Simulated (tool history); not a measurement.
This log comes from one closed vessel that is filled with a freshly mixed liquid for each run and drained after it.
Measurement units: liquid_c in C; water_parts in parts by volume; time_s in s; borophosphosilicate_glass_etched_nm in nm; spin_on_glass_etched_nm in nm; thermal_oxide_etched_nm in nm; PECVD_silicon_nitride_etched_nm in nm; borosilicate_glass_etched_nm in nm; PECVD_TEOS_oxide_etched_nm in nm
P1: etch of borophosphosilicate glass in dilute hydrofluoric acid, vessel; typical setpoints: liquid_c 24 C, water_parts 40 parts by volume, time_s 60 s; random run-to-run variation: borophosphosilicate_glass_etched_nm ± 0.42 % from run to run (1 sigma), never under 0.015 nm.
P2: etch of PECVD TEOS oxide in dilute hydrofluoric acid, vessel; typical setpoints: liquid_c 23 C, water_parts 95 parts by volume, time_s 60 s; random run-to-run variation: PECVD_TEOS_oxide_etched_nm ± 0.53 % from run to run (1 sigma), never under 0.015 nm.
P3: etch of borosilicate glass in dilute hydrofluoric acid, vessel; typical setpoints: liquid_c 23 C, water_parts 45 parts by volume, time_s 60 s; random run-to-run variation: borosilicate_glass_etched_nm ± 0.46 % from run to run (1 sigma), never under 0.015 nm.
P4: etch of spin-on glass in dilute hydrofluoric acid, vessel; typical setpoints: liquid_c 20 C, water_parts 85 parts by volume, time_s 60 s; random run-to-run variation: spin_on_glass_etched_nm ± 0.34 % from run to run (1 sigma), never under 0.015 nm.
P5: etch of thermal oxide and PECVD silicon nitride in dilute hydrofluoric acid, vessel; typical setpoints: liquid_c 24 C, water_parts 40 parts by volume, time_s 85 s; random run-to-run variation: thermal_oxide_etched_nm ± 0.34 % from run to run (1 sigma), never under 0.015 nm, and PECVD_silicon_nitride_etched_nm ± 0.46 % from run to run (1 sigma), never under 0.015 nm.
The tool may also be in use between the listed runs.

run   hour  process  liquid_c  water_parts  time_s  hours since the thermometer was replaced  hours since the hydrofluoric acid flow meter was replaced  borophosphosilicate_glass_etched_nm  spin_on_glass_etched_nm  thermal_oxide_etched_nm  PECVD_silicon_nitride_etched_nm  borosilicate_glass_etched_nm  PECVD_TEOS_oxide_etched_nm
  1   11.4       P1        24           40      60                                     437.3                                                        881                               103.38
  2   22.6       P1        24           20      60                                     448.5                                                      892.2                                211.4
  3     33       P1      28.5           40      60                                     458.9                                                      902.6                               123.77
  4   44.9       P1        24           20      30                                     470.8                                                      914.5                               106.22
  5   53.8       P4        20          135      60                                     479.7                                                      923.4                                                        20.731
  6   63.4       P5        24           40      85                                     489.3                                                        933                                                                                 10.675                           4.3883
  7   75.1       P4        20           85      60                                       501                                                      944.7                                                        34.645
  8   83.6       P3      18.5           45      60                                     509.5                                                      953.2                                                                                                                                                64.122
  9   94.9       P3        23           45      30                                     520.8                                                      964.5                                                                                                                                                38.441
 10    101       P4        17           85      60                                     526.9                                                      970.6                                                         30.72
     105.5  -- hydrofluoric acid flow meter replaced
 11  110.3       P1        24           40     105                                     536.2                                                        4.8                               179.64
 12  121.8       P1        24           40      60                                     547.7                                                       16.3                               103.35
 13  128.7       P1      18.5           40      60                                     554.6                                                       23.2                               81.667
 14  140.5       P5        24           40      35                                     566.4                                                         35                                                                                 4.3626                            1.793
     146.8  -- thermometer replaced
 15  151.6       P2        23           95     110                                       4.9                                                       46.1                                                                                                                                                                            31.147
 16  160.5       P2        23          160      60                                      13.8                                                         55                                                                                                                                                                            9.4568
 17  170.7       P1        24           40      30                                        24                                                       65.2                               51.506
 18  176.6       P3        23           70      60                                      29.9                                                       71.1                                                                                                                                                48.227
 19  184.8       P2        23           95      60                                      38.1                                                       79.3                                                                                                                                                                            17.022
 20  195.6       P2        17           95      60                                      48.9                                                       90.1                                                                                                                                                                            13.177
 21  203.6       P1        24           40      60                                      56.9                                                       98.1                               103.09
 22  215.1       P2        23           95      60                                      68.4                                                      109.6                                                                                                                                                                            17.198
 23  226.7       P3        23           45      60                                        80                                                      121.2                                                                                                                                                77.321
 24    233       P5        24           20      85                                      86.3                                                      127.5                                                                                 21.854                           8.5559
 25  243.9       P5        30           40      85                                      97.2                                                      138.4                                                                                 13.603                           6.5447
 26  250.2       P4        20           85      30                                     103.5                                                      144.7                                                        17.468
 27  261.5       P1        24           60      60                                     114.8                                                        156                               67.196
 28  270.8       P1        24           40      60                                     124.1                                                      165.3                               103.64
 29  282.5       P4        20           85      60                                     135.8                                                        177                                                        34.812
 30  293.2       P1        24           40      60                                     146.5                                                      187.7                                103.2
 31  298.5       P1        24           40      60                                     151.8                                                        193                               103.38
 32  308.7       P1        24           40      60                                       162                                                      203.2                               102.76
 33  317.8       P1        24           40      60                                     171.1                                                      212.3                               99.583
 34  328.8       P1        24           40      60                                     182.1                                                      223.3                               97.096
 35  338.9       P1        24           40      60                                     192.2                                                      233.4                               96.418
 36    346       P1        24           40      60                                     199.3                                                      240.5                               95.078
 37  356.5       P1        24           40      60                                     209.8                                                        251                               94.847
 38  364.8       P1        24           40      60                                     218.1                                                      259.3                               95.162
 39  374.9       P1        24           40      60                                     228.2                                                      269.4                               94.372
 40  380.6       P1        24           40      60                                     233.9                                                      275.1                               94.056

Something has made what P1 gives creep away from where it was; the 2 causes below, each at its own stated size, fit the log equally well:
A: liquid colder than its thermometer reads (K) = 2.08
B: hydrofluoric acid flow below the setpoint (%) = 7.91
Creep in the process output first set in at about hour 308.7.

The check runs listed below each take one wafer, and their results are still question marks. Under which run would the listed causes lead to clearly different results?
check 1  386.3       P3        23           45      60                                                                                                                                                                                                                                                          ?
check 2  386.3       P5        24           40      85                                                                                                                                                                                           ?                                ?
check 3  386.3       P4        20           85      60                                                                                                                                                                  ?
check 4  386.3       P2        23           95      60                                                                                                                                                                                                                                                                                      ?

Predicted outcomes, by check and by cause:
  check                           result    if A    if B
check 1     borosilicate_glass_etched_nm  70.572  70.558
check 2          thermal_oxide_etched_nm  9.7412  9.7401
check 2  PECVD_silicon_nitride_etched_nm  3.8045  4.0462
check 3          spin_on_glass_etched_nm  31.773  31.658
check 4       PECVD_TEOS_oxide_etched_nm  15.726  15.601
Distance between the nearest two causes, measured in the result of the check that separates them most: check 1 0.02 %; check 2 6.16 %; check 3 0.36 %; check 4 0.8 %
Of the check runs offered, only check 2 discriminates between the causes; the rest would read about the same regardless of which cause applies.

Check 2 has now been run. It gave: thermal_oxide_etched_nm 9.7578 nm; PECVD_silicon_nitride_etched_nm 4.0713 nm. Which of the candidate causes is it?

The correct cause is B, namely: hydrofluoric acid flow below the setpoint (%).
